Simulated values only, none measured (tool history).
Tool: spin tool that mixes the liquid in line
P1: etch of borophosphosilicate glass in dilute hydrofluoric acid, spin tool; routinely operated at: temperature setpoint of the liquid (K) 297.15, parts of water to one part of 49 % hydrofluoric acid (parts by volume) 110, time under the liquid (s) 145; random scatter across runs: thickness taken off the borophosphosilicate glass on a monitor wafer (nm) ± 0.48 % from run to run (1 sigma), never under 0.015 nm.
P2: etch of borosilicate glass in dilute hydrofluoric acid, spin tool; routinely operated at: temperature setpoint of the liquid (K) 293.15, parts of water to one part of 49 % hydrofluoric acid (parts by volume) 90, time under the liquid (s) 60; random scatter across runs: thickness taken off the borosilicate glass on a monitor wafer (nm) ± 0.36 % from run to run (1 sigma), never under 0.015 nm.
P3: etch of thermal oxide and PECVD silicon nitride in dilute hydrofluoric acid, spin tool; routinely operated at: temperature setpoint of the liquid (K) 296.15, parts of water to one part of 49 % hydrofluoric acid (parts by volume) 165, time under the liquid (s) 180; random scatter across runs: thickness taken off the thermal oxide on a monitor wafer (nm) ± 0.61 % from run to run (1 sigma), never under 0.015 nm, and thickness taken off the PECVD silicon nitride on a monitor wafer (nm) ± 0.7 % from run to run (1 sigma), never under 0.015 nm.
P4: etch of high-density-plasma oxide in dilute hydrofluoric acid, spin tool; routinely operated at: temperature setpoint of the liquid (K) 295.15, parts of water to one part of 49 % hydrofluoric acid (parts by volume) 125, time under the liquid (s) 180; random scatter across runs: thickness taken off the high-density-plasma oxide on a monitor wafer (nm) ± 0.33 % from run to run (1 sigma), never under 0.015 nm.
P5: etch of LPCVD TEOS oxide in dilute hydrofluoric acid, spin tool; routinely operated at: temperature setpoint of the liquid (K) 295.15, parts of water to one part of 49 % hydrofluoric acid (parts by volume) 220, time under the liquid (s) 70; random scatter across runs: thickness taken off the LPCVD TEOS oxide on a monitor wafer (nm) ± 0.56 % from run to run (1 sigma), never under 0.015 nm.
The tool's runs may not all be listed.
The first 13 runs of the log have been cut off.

run	hour	process that ran	temperature setpoint of the liquid (K)	parts of water to one part of 49 % hydrofluoric acid (parts by volume)	time under the liquid (s)	thickness taken off the borophosphosilicate glass on a monitor wafer (nm)	thickness taken off the borosilicate glass on a monitor wafer (nm)	thickness taken off the thermal oxide on a monitor wafer (nm)	thickness taken off the PECVD silicon nitride on a monitor wafer (nm)	thickness taken off the high-density-plasma oxide on a monitor wafer (nm)	thickness taken off the LPCVD TEOS oxide on a monitor wafer (nm)
14	150.3	P1	297.15	110	230	62.441					
15	159.8	P1	292.15	110	145	32.235					
16	167.7	P3	296.15	165	180			4.8591	3.6104		
17	181.9	P5	291.65	220	70						9.5435
18	191.7	P1	297.15	110	145	39.35					
19	205.6	P4	290.15	125	180					10.508	
20	214.9	P4	295.15	125	300					21.346	
21	222.4	P3	290.15	165	180			3.7932	2.4271		
22	233	P3	296.15	165	80			2.1424	1.6029		
23	248.6	P1	297.15	110	15	4.0858					
24	259.5	P5	295.15	75	70						37.679
25	268.1	P1	297.15	110	145	39.356					
26	281.5	P5	295.15	220	70						10.945
27	293.7	P1	303.15	110	145	50.172					
28	301.3	P2	290.15	90	60		19.472				
29	316.5	P1	297.15	155	280	50.777					
30	326.2	P4	295.15	175	180					8.7449	

Run 31 comes next. What will it give?
31	337.4	P2	293.15	90	60		?				

thickness taken off the borosilicate glass on a monitor wafer (nm): 22.107
